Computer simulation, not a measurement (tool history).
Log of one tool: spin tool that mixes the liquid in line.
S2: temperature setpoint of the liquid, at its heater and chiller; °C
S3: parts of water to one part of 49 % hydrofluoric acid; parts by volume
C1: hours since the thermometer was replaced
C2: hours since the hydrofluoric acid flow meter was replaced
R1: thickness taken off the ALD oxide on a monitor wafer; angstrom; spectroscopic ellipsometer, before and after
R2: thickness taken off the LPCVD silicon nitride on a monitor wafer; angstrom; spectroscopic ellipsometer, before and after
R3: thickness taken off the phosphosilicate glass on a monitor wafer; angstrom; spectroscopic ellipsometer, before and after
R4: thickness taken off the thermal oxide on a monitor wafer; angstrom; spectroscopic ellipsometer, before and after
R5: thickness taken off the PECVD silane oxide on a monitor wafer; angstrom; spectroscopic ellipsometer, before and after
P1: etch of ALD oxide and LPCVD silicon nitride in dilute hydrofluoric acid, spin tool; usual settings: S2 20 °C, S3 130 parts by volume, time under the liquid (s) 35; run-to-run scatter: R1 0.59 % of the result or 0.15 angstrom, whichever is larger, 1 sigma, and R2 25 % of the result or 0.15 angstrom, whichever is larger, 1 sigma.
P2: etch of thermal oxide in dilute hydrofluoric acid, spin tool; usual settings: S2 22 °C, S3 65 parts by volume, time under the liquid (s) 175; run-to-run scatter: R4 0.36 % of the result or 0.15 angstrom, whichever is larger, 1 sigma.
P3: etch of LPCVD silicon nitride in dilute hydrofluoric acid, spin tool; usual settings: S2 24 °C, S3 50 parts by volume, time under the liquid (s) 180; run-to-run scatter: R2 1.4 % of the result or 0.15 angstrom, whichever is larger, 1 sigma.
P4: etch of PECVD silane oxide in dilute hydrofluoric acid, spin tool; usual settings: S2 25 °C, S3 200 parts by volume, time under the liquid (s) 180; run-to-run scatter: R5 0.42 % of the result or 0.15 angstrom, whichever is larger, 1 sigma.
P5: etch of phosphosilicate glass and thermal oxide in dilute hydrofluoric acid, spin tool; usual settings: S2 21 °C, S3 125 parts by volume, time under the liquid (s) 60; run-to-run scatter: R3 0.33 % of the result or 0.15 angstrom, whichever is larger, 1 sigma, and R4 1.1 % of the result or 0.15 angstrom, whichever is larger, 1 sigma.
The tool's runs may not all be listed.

Run 1, day 0.296: process that ran P1, S2 20 °C, S3 130 parts by volume, time under the liquid (s) 35; C1 1767.6; C2 580.4. Result: R1 61.274 angstrom, R2 1.12280 angstrom.
Run 2, day 0.575: process that ran P5, S2 21 °C, S3 45 parts by volume, time under the liquid (s) 60; C1 1774.3; C2 587.1. Result: R3 1029.70 angstrom, R4 66.389 angstrom.
Run 3, day 0.867: process that ran P1, S2 20 °C, S3 130 parts by volume, time under the liquid (s) 35; C1 1781.3; C2 594.1. Result: R1 61.001 angstrom, R2 1.29740 angstrom.
Run 4, day 1.112: process that ran P2, S2 22 °C, S3 65 parts by volume, time under the liquid (s) 340; C1 1787.2; C2 600.0. Result: R4 231.020 angstrom.
Run 5, day 1.292: process that ran P1, S2 20 °C, S3 130 parts by volume, time under the liquid (s) 35; C1 1791.5; C2 604.3. Result: R1 61.439 angstrom, R2 0.94973 angstrom.
Run 6, day 1.588: process that ran P1, S2 20 °C, S3 130 parts by volume, time under the liquid (s) 65; C1 1798.6; C2 611.4. Result: R1 112.790 angstrom, R2 1.74180 angstrom.
Run 7, day 1.908: process that ran P3, S2 24 °C, S3 50 parts by volume, time under the liquid (s) 180; C1 1806.3; C2 619.1. Result: R2 17.87300 angstrom.
Run 8, day 2.238: process that ran P2, S2 22 °C, S3 65 parts by volume, time under the liquid (s) 175; C1 1814.2; C2 627.0. Result: R4 118.420 angstrom.
Run 9, day 2.412: process that ran P5, S2 17 °C, S3 125 parts by volume, time under the liquid (s) 60; C1 1818.4; C2 631.2. Result: R3 286.75 angstrom, R4 18.015 angstrom.
Run 10, day 2.683: process that ran P1, S2 20 °C, S3 130 parts by volume, time under the liquid (s) 15; C1 1824.9; C2 637.7. Result: R1 26.414 angstrom, R2 0.44093 angstrom.
Run 11, day 2.979: process that ran P1, S2 27 °C, S3 130 parts by volume, time under the liquid (s) 55; C1 1832.0; C2 644.8. Result: R1 125.930 angstrom, R2 2.03390 angstrom.
Run 12, day 3.238: process that ran P2, S2 29 °C, S3 65 parts by volume, time under the liquid (s) 175; C1 1838.2; C2 651.0. Result: R4 158.300 angstrom.
Run 13, day 3.446: process that ran P3, S2 24 °C, S3 50 parts by volume, time under the liquid (s) 315; C1 1843.2; C2 656.0. Result: R2 30.84400 angstrom.
Run 14, day 3.692: process that ran P2, S2 22 °C, S3 100 parts by volume, time under the liquid (s) 175; C1 1849.1; C2 661.9. Result: R4 74.504 angstrom.
Run 15, day 3.967: process that ran P1, S2 25 °C, S3 130 parts by volume, time under the liquid (s) 35; C1 1855.7; C2 668.5. Result: R1 75.066 angstrom, R2 1.22400 angstrom.
Run 16, day 4.262: process that ran P1, S2 17 °C, S3 130 parts by volume, time under the liquid (s) 15; C1 1862.8; C2 675.6. Result: R1 23.006 angstrom, R2 0.32600 angstrom.
Run 17, day 4.425: process that ran P1, S2 20 °C, S3 185 parts by volume, time under the liquid (s) 35; C1 1866.7; C2 679.5. Result: R1 40.794 angstrom, R2 0.89440 angstrom.
At day 4.612: hydrofluoric acid flow meter replaced.
Run 18, day 4.712: process that ran P5, S2 21 °C, S3 125 parts by volume, time under the liquid (s) 60; C1 1873.6; C2 2.4. Result: R3 337.18 angstrom, R4 21.098 angstrom.
Run 19, day 5.029: process that ran P4, S2 17 °C, S3 200 parts by volume, time under the liquid (s) 180; C1 1881.2; C2 10.0. Result: R5 93.397 angstrom.
Run 20, day 5.225: process that ran P4, S2 25 °C, S3 200 parts by volume, time under the liquid (s) 355; C1 1885.9; C2 14.7. Result: R5 249.520 angstrom.
Run 21, day 5.542: process that ran P1, S2 20 °C, S3 60 parts by volume, time under the liquid (s) 50; C1 1893.5; C2 22.3. Result: R1 205.770 angstrom, R2 2.87270 angstrom.
Run 22, day 5.767: process that ran P3, S2 32 °C, S3 50 parts by volume, time under the liquid (s) 180; C1 1898.9; C2 27.7. Result: R2 29.79500 angstrom.
Run 23, day 5.962: process that ran P1, S2 20 °C, S3 130 parts by volume, time under the liquid (s) 35; C1 1903.6; C2 32.4. Result: R1 60.586 angstrom, R2 0.53473 angstrom.
Run 24, day 6.179: process that ran P1, S2 17 °C, S3 130 parts by volume, time under the liquid (s) 35; C1 1908.8; C2 37.6. Result: R1 54.350 angstrom, R2 1.01460 angstrom.
Run 25, day 6.379: process that ran P5, S2 21 °C, S3 125 parts by volume, time under the liquid (s) 60; C1 1913.6; C2 42.4. Result: R3 338.74 angstrom, R4 21.672 angstrom.
Run 26, day 6.571: process that ran P5, S2 21 °C, S3 125 parts by volume, time under the liquid (s) 110; C1 1918.2; C2 47.0. Result: R3 619.93 angstrom, R4 39.447 angstrom.
Run 27, day 6.788: process that ran P3, S2 24 °C, S3 20 parts by volume, time under the liquid (s) 180; C1 1923.4; C2 52.2. Result: R2 41.78100 angstrom.
Run 28, day 7.033: process that ran P4, S2 25 °C, S3 200 parts by volume, time under the liquid (s) 180; C1 1929.3; C2 58.1. Result: R5 127.090 angstrom.
Run 29, day 7.196: process that ran P1, S2 20 °C, S3 70 parts by volume, time under the liquid (s) 35; C1 1933.2; C2 62.0. Result: R1 121.560 angstrom, R2 2.10150 angstrom.
Run 30, day 7.525: process that ran P1, S2 20 °C, S3 130 parts by volume, time under the liquid (s) 35; C1 1941.1; C2 69.9. Result: R1 61.027 angstrom, R2 0.50237 angstrom.
Run 31, day 7.721: process that ran P4, S2 25 °C, S3 75 parts by volume, time under the liquid (s) 180; C1 1945.8; C2 74.6. Result: R5 394.390 angstrom.
Run 32, day 7.979: process that ran P1, S2 20 °C, S3 130 parts by volume, time under the liquid (s) 35; C1 1952.0; C2 80.8. Result: R1 60.827 angstrom, R2 0.59068 angstrom.
Run 33, day 8.183: process that ran P1, S2 20 °C, S3 130 parts by volume, time under the liquid (s) 35; C1 1956.9; C2 85.7. Result: R1 62.517 angstrom, R2 1.35300 angstrom.
Run 34, day 8.429: process that ran P1, S2 20 °C, S3 130 parts by volume, time under the liquid (s) 35; C1 1962.8; C2 91.6. Result: R1 64.023 angstrom, R2 1.29330 angstrom.
Run 35, day 8.671: process that ran P1, S2 20 °C, S3 130 parts by volume, time under the liquid (s) 35; C1 1968.6; C2 97.4. Result: R1 65.367 angstrom, R2 0.57331 angstrom.
Run 36, day 8.904: process that ran P1, S2 20 °C, S3 130 parts by volume, time under the liquid (s) 35; C1 1974.2; C2 103.0. Result: R1 64.805 angstrom, R2 1.35230 angstrom.
Run 37, day 9.188: process that ran P1, S2 20 °C, S3 130 parts by volume, time under the liquid (s) 35; C1 1981.0; C2 109.8. Result: R1 64.870 angstrom, R2 1.18100 angstrom.
Run 38, day 9.383: process that ran P1, S2 20 °C, S3 130 parts by volume, time under the liquid (s) 35; C1 1985.7; C2 114.5. Result: R1 65.388 angstrom, R2 0.63418 angstrom.
Run 39, day 9.704: process that ran P1, S2 20 °C, S3 130 parts by volume, time under the liquid (s) 35; C1 1993.4; C2 122.2. Result: R1 65.940 angstrom, R2 0.74966 angstrom.
Run 40, day 9.912: process that ran P1, S2 20 °C, S3 130 parts by volume, time under the liquid (s) 35; C1 1998.4; C2 127.2. Result: R1 66.260 angstrom, R2 1.16350 angstrom.
Run 41, day 10.250: process that ran P1, S2 20 °C, S3 130 parts by volume, time under the liquid (s) 35; C1 2006.5; C2 135.3. Result: R1 66.196 angstrom, R2 1.28370 angstrom.

What P1 gives has crept away from where it was. These 2 causes fit the log equally well, each at the size given:
A: liquid hotter than its thermometer reads (K) = 1.88
B: hydrofluoric acid flow above the setpoint (%) = 6.81
The creep began at about day 7.979.

4 check runs are offered, each on 3 wafers whose results are averaged, their results left as question marks. Which one tells the causes apart?
Run check 1, day 10.588: process that ran P5, S2 17.0 °C, S3 125 parts by volume, time under the liquid (s) 60. Result: R3 ?, R4 ?.
Run check 2, day 10.588: process that ran P4, S2 18.5 °C, S3 200 parts by volume, time under the liquid (s) 335. Result: R5 ?.
Run check 3, day 10.588: process that ran P2, S2 22.0 °C, S3 80 parts by volume, time under the liquid (s) 175. Result: R4 ?.
Run check 4, day 10.588: process that ran P3, S2 31.0 °C, S3 25 parts by volume, time under the liquid (s) 180. Result: R2 ?.

What each check would give under each cause:
  check  result      if A      if B
check 1      R3    309.50    308.39
check 1      R4    19.627    19.558
check 2      R5   199.080   200.080
check 3      R4   102.830   102.390
check 4      R2  61.34700  57.89200
How far apart the two closest causes lie, in the result that separates them most: check 1 0.36 %; check 2 0.5 %; check 3 0.42 %; check 4 5.8 %
Only check 4 tells the causes apart: in the others they would give nearly the same result.

Check 4 was then run and gave: R2 61.93000 angstrom. Which cause is it?

It is A: liquid hotter than its thermometer reads (K).

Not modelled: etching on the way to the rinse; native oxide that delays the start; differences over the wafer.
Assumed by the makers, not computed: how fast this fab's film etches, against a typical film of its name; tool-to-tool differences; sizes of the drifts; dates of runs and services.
